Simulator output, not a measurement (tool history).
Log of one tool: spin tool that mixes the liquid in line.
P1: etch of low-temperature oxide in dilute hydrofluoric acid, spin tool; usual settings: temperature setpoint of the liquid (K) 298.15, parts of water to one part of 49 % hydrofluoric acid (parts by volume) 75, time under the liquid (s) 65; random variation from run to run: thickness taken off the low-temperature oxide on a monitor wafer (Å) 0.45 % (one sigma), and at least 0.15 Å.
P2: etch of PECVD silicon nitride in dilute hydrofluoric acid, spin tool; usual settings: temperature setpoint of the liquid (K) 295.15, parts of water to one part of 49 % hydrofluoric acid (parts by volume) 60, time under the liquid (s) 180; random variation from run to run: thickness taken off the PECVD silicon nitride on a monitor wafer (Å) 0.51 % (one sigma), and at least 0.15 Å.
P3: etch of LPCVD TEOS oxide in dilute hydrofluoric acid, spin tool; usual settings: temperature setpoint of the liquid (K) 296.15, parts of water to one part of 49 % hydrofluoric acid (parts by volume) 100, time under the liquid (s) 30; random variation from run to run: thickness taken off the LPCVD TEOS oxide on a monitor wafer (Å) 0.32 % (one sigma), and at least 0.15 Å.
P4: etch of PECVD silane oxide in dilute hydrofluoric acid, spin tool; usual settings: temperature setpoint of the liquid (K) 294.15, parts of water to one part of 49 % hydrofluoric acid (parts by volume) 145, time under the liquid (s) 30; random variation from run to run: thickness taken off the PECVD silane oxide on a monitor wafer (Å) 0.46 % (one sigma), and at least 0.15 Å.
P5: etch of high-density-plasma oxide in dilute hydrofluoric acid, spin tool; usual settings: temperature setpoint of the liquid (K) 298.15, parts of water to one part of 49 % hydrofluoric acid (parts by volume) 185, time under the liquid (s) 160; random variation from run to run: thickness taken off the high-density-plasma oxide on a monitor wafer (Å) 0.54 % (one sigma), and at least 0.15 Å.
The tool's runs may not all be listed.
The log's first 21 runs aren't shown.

run,hour,process that ran,temperature setpoint of the liquid (K),parts of water to one part of 49 % hydrofluoric acid (parts by volume),time under the liquid (s),hours since the thermometer was replaced,hours since the hydrofluoric acid flow meter was replaced,thickness taken off the low-temperature oxide on a monitor wafer (Å),thickness taken off the LPCVD TEOS oxide on a monitor wafer (Å),thickness taken off the PECVD silane oxide on a monitor wafer (Å),thickness taken off the PECVD silicon nitride on a monitor wafer (Å),thickness taken off the high-density-plasma oxide on a monitor wafer (Å)
22,267.0,P1,303.15,30,65,578.4,488.8,324.170,,,,
23,283.4,P4,294.15,200,30,594.8,505.2,,,55.593,,
24,296.1,P1,298.15,75,110,607.5,517.9,166.310,,,,
25,309.7,P3,303.15,100,30,621.1,531.5,,102.180,,,
26,323.5,P1,298.15,75,65,634.9,545.3,98.676,,,,
27,335.8,P4,294.15,145,30,647.2,557.6,,,82.296,,
28,344.8,P2,295.15,60,310,656.2,566.6,,,,75.368,
29,357.9,P5,298.15,185,160,669.3,579.7,,,,,49.3450
30,372.9,P5,298.15,185,30,684.3,594.7,,,,,9.0721
31,383.4,P1,298.15,75,65,694.8,605.2,98.677,,,,
32,394.7,P1,298.15,75,65,706.1,616.5,99.963,,,,
33,405.9,P1,298.15,75,65,717.3,627.7,101.810,,,,
34,413.2,P1,298.15,75,65,724.6,635.0,101.630,,,,

The next listed run, before its measurement:
35,426.4,P1,298.15,75,65,737.8,648.2,?,,,,

thickness taken off the low-temperature oxide on a monitor wafer (Å): 102.740
